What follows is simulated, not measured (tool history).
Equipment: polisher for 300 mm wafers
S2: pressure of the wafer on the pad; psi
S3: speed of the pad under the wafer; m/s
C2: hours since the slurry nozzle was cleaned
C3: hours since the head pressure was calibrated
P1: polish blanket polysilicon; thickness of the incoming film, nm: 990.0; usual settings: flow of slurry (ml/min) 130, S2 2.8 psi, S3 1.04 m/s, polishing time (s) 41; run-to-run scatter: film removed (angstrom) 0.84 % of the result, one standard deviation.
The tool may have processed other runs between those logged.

run 1 hour=8.1 | flow_of_slurry_(ml/min)=130 S2=2.8 S3=1.04 polishing_time_(s)=41 | wafers_polished_on_this_pad=878 C2=91.9 C3=627 | film_removed_(angstrom)=2860.7
run 2 hour=13.2 | flow_of_slurry_(ml/min)=130 S2=2.8 S3=1.04 polishing_time_(s)=41 | wafers_polished_on_this_pad=920 C2=97 C3=632.1 | film_removed_(angstrom)=2870.7
run 3 hour=22.1 | flow_of_slurry_(ml/min)=130 S2=2.8 S3=1.04 polishing_time_(s)=18 | wafers_polished_on_this_pad=994 C2=105.9 C3=641 | film_removed_(angstrom)=1247.7
run 4 hour=27 | flow_of_slurry_(ml/min)=130 S2=2.8 S3=0.46 polishing_time_(s)=41 | wafers_polished_on_this_pad=1035 C2=110.8 C3=645.9 | film_removed_(angstrom)=1281.6
run 5 hour=36.1 | flow_of_slurry_(ml/min)=130 S2=2.1 S3=1.04 polishing_time_(s)=60 | wafers_polished_on_this_pad=1111 C2=119.9 C3=655 | film_removed_(angstrom)=3162.6
run 6 hour=44.9 | flow_of_slurry_(ml/min)=130 S2=2.8 S3=1.64 polishing_time_(s)=41 | wafers_polished_on_this_pad=1184 C2=128.7 C3=663.8 | film_removed_(angstrom)=4562.1
run 7 hour=49.1 | flow_of_slurry_(ml/min)=130 S2=2.8 S3=1.04 polishing_time_(s)=41 | wafers_polished_on_this_pad=1219 C2=132.9 C3=668 | film_removed_(angstrom)=2861.6
-- hour=50.1 head pressure recalibrated
run 8 hour=53.9 | flow_of_slurry_(ml/min)=130 S2=2.8 S3=1.04 polishing_time_(s)=41 | wafers_polished_on_this_pad=1259 C2=137.7 C3=3.8 | film_removed_(angstrom)=2820.7
run 9 hour=60.2 | flow_of_slurry_(ml/min)=80 S2=2.8 S3=1.32 polishing_time_(s)=41 | wafers_polished_on_this_pad=1311 C2=144 C3=10.1 | film_removed_(angstrom)=3230.4
run 10 hour=67.5 | flow_of_slurry_(ml/min)=130 S2=2.8 S3=1.04 polishing_time_(s)=52 | wafers_polished_on_this_pad=1372 C2=151.3 C3=17.4 | film_removed_(angstrom)=3625.4
run 11 hour=74.6 | flow_of_slurry_(ml/min)=80 S2=2.8 S3=1.04 polishing_time_(s)=41 | wafers_polished_on_this_pad=1431 C2=158.4 C3=24.5 | film_removed_(angstrom)=2574
run 12 hour=78.9 | flow_of_slurry_(ml/min)=130 S2=1.3 S3=1.04 polishing_time_(s)=41 | wafers_polished_on_this_pad=1467 C2=162.7 C3=28.8 | film_removed_(angstrom)=1334.7
run 13 hour=84.3 | flow_of_slurry_(ml/min)=130 S2=4.3 S3=1.04 polishing_time_(s)=41 | wafers_polished_on_this_pad=1511 C2=168.1 C3=34.2 | film_removed_(angstrom)=4397.7
run 14 hour=88.8 | flow_of_slurry_(ml/min)=195 S2=2.8 S3=1.04 polishing_time_(s)=41 | wafers_polished_on_this_pad=1549 C2=172.6 C3=38.7 | film_removed_(angstrom)=3090.4
run 15 hour=97.2 | flow_of_slurry_(ml/min)=130 S2=2.8 S3=1.04 polishing_time_(s)=41 | wafers_polished_on_this_pad=1619 C2=181 C3=47.1 | film_removed_(angstrom)=2900.4
run 16 hour=105.5 | flow_of_slurry_(ml/min)=130 S2=2.8 S3=1.04 polishing_time_(s)=41 | wafers_polished_on_this_pad=1688 C2=189.3 C3=55.4 | film_removed_(angstrom)=2870.5
run 17 hour=113.8 | flow_of_slurry_(ml/min)=200 S2=2.8 S3=0.6 polishing_time_(s)=41 | wafers_polished_on_this_pad=1757 C2=197.6 C3=63.7 | film_removed_(angstrom)=1784.9
run 18 hour=118.3 | flow_of_slurry_(ml/min)=130 S2=2.8 S3=1.04 polishing_time_(s)=41 | wafers_polished_on_this_pad=1794 C2=202.1 C3=68.2 | film_removed_(angstrom)=2861.2
run 19 hour=122.6 | flow_of_slurry_(ml/min)=130 S2=2.8 S3=1.04 polishing_time_(s)=41 | wafers_polished_on_this_pad=1830 C2=206.4 C3=72.5 | film_removed_(angstrom)=2860.1
run 20 hour=129.1 | flow_of_slurry_(ml/min)=130 S2=2.8 S3=1.04 polishing_time_(s)=41 | wafers_polished_on_this_pad=1884 C2=212.9 C3=79 | film_removed_(angstrom)=2727.3
run 21 hour=134.5 | flow_of_slurry_(ml/min)=130 S2=2.8 S3=1.04 polishing_time_(s)=41 | wafers_polished_on_this_pad=1929 C2=218.3 C3=84.4 | film_removed_(angstrom)=2682.7
run 22 hour=138.6 | flow_of_slurry_(ml/min)=130 S2=2.8 S3=1.04 polishing_time_(s)=41 | wafers_polished_on_this_pad=1963 C2=222.4 C3=88.5 | film_removed_(angstrom)=2651.2
-- hour=140.1 head pressure recalibrated
run 23 hour=143.7 | flow_of_slurry_(ml/min)=130 S2=2.8 S3=1.04 polishing_time_(s)=41 | wafers_polished_on_this_pad=2005 C2=227.5 C3=3.7 | film_removed_(angstrom)=2633.8
run 24 hour=148.4 | flow_of_slurry_(ml/min)=130 S2=2.8 S3=1.04 polishing_time_(s)=41 | wafers_polished_on_this_pad=2044 C2=232.2 C3=8.4 | film_removed_(angstrom)=2601.9
run 25 hour=157.3 | flow_of_slurry_(ml/min)=130 S2=2.8 S3=1.04 polishing_time_(s)=41 | wafers_polished_on_this_pad=2118 C2=241.1 C3=17.3 | film_removed_(angstrom)=2638.5

Something has made what P1 gives creep away from where it was; the 2 causes below, each at its own stated size, fit the log equally well:
A: slurry flow missing at the pad, % = 32.4
B: removal rate lost through wear of the pad, % = 8.84
At approximately hour 122.6, the process output began to creep.
The rest of the possible causes, and what rules out each one:
head's pressure below its setpoint, %: work on it at hour 140.1, done after the drift set in, did not restore what the process gave before

Below are 4 check runs, each averaged over 5 wafers, with their results shown as question marks. Which of them would give clearly different results depending on which cause is behind the drift?
run check 1 hour=166.2 | flow_of_slurry_(ml/min)=130 S2=2.8 S3=0.7 polishing_time_(s)=20 | film_removed_(angstrom)=?
run check 2 hour=166.2 | flow_of_slurry_(ml/min)=130 S2=2.8 S3=0.76 polishing_time_(s)=41 | film_removed_(angstrom)=?
run check 3 hour=166.2 | flow_of_slurry_(ml/min)=190 S2=2.8 S3=1.46 polishing_time_(s)=41 | film_removed_(angstrom)=?
run check 4 hour=166.2 | flow_of_slurry_(ml/min)=130 S2=2.8 S3=0.6 polishing_time_(s)=32 | film_removed_(angstrom)=?

Outcome of each check run for each possible cause:
check=check_1 result=film_removed_(angstrom) if_A=861.52 if_B=861.36
check=check_2 result=film_removed_(angstrom) if_A=1917.5 if_B=1917.1
check=check_3 result=film_removed_(angstrom) if_A=4030.4 if_B=3922.6
check=check_4 result=film_removed_(angstrom) if_A=1181.5 if_B=1181.3
Per check, the gap between the least separated pair of causes, taken in the result that splits them most: check 1 0.02 %; check 2 0.02 %; check 3 2.71 %; check 4 0.02 %
The other checks would show nearly matching results whichever cause is true, so check 3 is the only one that separates the causes.

Check 3 was carried out, with these results: film removed (angstrom) 3911.3. Which of the listed causes is responsible?

The correct cause is B, namely: removal rate lost through wear of the pad, %.
